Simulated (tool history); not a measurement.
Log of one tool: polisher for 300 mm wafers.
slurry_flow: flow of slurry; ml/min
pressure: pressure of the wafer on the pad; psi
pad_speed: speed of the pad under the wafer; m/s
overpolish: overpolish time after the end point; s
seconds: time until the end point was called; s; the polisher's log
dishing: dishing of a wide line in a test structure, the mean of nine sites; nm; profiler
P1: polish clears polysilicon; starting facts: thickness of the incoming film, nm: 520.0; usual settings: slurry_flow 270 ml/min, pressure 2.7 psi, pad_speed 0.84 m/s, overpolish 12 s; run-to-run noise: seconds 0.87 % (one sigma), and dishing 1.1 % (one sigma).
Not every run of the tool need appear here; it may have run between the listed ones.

{"run": 1, "day": 0.483, "slurry_flow": 270, "pressure": 2.7, "pad_speed": 0.84, "overpolish": 12, "seconds": 51.24, "dishing": 23.858}
{"run": 2, "day": 0.9, "slurry_flow": 270, "pressure": 3.9, "pad_speed": 0.84, "overpolish": 12, "seconds": 35.714, "dishing": 23.506}
{"run": 3, "day": 1.35, "slurry_flow": 270, "pressure": 2.7, "pad_speed": 0.84, "overpolish": 12, "seconds": 51.042, "dishing": 23.886}
{"run": 4, "day": 1.9, "slurry_flow": 270, "pressure": 2.7, "pad_speed": 0.84, "overpolish": 18, "seconds": 51.8, "dishing": 24.053}
{"run": 5, "day": 2.446, "slurry_flow": 270, "pressure": 1.2, "pad_speed": 0.84, "overpolish": 12, "seconds": 114.51, "dishing": 21.591}
{"run": 6, "day": 3.046, "slurry_flow": 270, "pressure": 2.7, "pad_speed": 1.06, "overpolish": 12, "seconds": 41.06, "dishing": 23.385}
{"run": 7, "day": 3.742, "slurry_flow": 270, "pressure": 2.7, "pad_speed": 0.84, "overpolish": 12, "seconds": 52.018, "dishing": 23.769}
{"run": 8, "day": 4.271, "slurry_flow": 160, "pressure": 2.7, "pad_speed": 0.84, "overpolish": 12, "seconds": 54.562, "dishing": 23.73}
{"run": 9, "day": 4.946, "slurry_flow": 270, "pressure": 2.7, "pad_speed": 0.54, "overpolish": 12, "seconds": 80.73, "dishing": 22.722}
{"run": 10, "day": 5.6, "slurry_flow": 270, "pressure": 2.7, "pad_speed": 0.84, "overpolish": 12, "seconds": 50.998, "dishing": 23.836}
{"run": 11, "day": 5.983, "slurry_flow": 270, "pressure": 3.4, "pad_speed": 0.84, "overpolish": 7, "seconds": 40.356, "dishing": 23.78}
{"run": 12, "day": 6.288, "slurry_flow": 370, "pressure": 2.7, "pad_speed": 0.84, "overpolish": 12, "seconds": 49.612, "dishing": 23.439}
{"run": 13, "day": 6.704, "slurry_flow": 270, "pressure": 2.7, "pad_speed": 0.84, "overpolish": 12, "seconds": 51.754, "dishing": 23.98}
{"run": 14, "day": 7.212, "slurry_flow": 270, "pressure": 2.7, "pad_speed": 0.84, "overpolish": 6, "seconds": 50.68, "dishing": 22.03}
{"run": 15, "day": 7.867, "slurry_flow": 270, "pressure": 2.7, "pad_speed": 1.26, "overpolish": 19, "seconds": 34.365, "dishing": 23.323}
{"run": 16, "day": 8.233, "slurry_flow": 270, "pressure": 2.7, "pad_speed": 0.84, "overpolish": 12, "seconds": 51.163, "dishing": 24.035}
{"run": 17, "day": 8.854, "slurry_flow": 270, "pressure": 2.7, "pad_speed": 0.84, "overpolish": 12, "seconds": 52.694, "dishing": 23.814}
{"run": 18, "day": 9.288, "slurry_flow": 270, "pressure": 2.7, "pad_speed": 0.84, "overpolish": 12, "seconds": 53.656, "dishing": 24.175}
{"run": 19, "day": 9.808, "slurry_flow": 270, "pressure": 2.7, "pad_speed": 0.84, "overpolish": 12, "seconds": 54.179, "dishing": 23.603}
{"run": 20, "day": 10.367, "slurry_flow": 270, "pressure": 2.7, "pad_speed": 0.84, "overpolish": 12, "seconds": 53.717, "dishing": 23.233}
{"run": 21, "day": 10.862, "slurry_flow": 270, "pressure": 2.7, "pad_speed": 0.84, "overpolish": 12, "seconds": 54.706, "dishing": 23.695}
{"day": 10.983, "done": "head pressure recalibrated"}
{"run": 22, "day": 11.5, "slurry_flow": 270, "pressure": 2.7, "pad_speed": 0.84, "overpolish": 12, "seconds": 55.291, "dishing": 23.352}
{"run": 23, "day": 12.142, "slurry_flow": 270, "pressure": 2.7, "pad_speed": 0.84, "overpolish": 12, "seconds": 55.243, "dishing": 23.777}

The log shows P1 creeping away from where it was. Any of the 2 causes listed here, at the size stated for it, fits the log just as well as the others:
A: removal rate lost through wear of the pad, % = 5.95
B: slurry flow missing at the pad, % = 38.5
The drift started at roughly day 8.233.
Each remaining cause and why it is not a fit:
head's pressure below its setpoint, %: serviced at day 10.983, which brought nothing back

Each of the check runs listed below is run on 3 wafers and reports their average, with the results left as question marks. Pick the one under which the possible causes would lead to clearly different results.
{"run": "check 1", "day": 12.783, "slurry_flow": 270, "pressure": 1.7, "pad_speed": 0.84, "overpolish": 12, "seconds": "?", "dishing": "?"}
{"run": "check 2", "day": 12.783, "slurry_flow": 270, "pressure": 1.4, "pad_speed": 0.84, "overpolish": 12, "seconds": "?", "dishing": "?"}
{"run": "check 3", "day": 12.783, "slurry_flow": 160, "pressure": 2.2, "pad_speed": 0.84, "overpolish": 12, "seconds": "?", "dishing": "?"}
{"run": "check 4", "day": 12.783, "slurry_flow": 270, "pressure": 3.7, "pad_speed": 0.84, "overpolish": 12, "seconds": "?", "dishing": "?"}

Check results expected under each cause:
check=check_1 result=seconds if_A=86.768 if_B=86.764
check=check_1 result=dishing if_A=22.715 if_B=22.715
check=check_2 result=seconds if_A=105.360 if_B=105.360
check=check_2 result=dishing if_A=21.869 if_B=21.870
check=check_3 result=seconds if_A=71.711 if_B=74.501
check=check_3 result=dishing if_A=23.284 if_B=23.189
check=check_4 result=seconds if_A=39.866 if_B=39.865
check=check_4 result=dishing if_A=23.904 if_B=23.904
Gap, in per cent, between the two causes that each check separates least, read from the result that separates them most: check 1 0 %; check 2 0 %; check 3 3.82 %; check 4 0 %
Only in check 3 would the causes give clearly different results; in the remaining checks their results would be nearly the same.

Check 3 was carried out, with these results: seconds 72.173 s; dishing 23.379 nm. Which of the listed causes is responsible?

Of the candidate causes, it is A: removal rate lost through wear of the pad, %.

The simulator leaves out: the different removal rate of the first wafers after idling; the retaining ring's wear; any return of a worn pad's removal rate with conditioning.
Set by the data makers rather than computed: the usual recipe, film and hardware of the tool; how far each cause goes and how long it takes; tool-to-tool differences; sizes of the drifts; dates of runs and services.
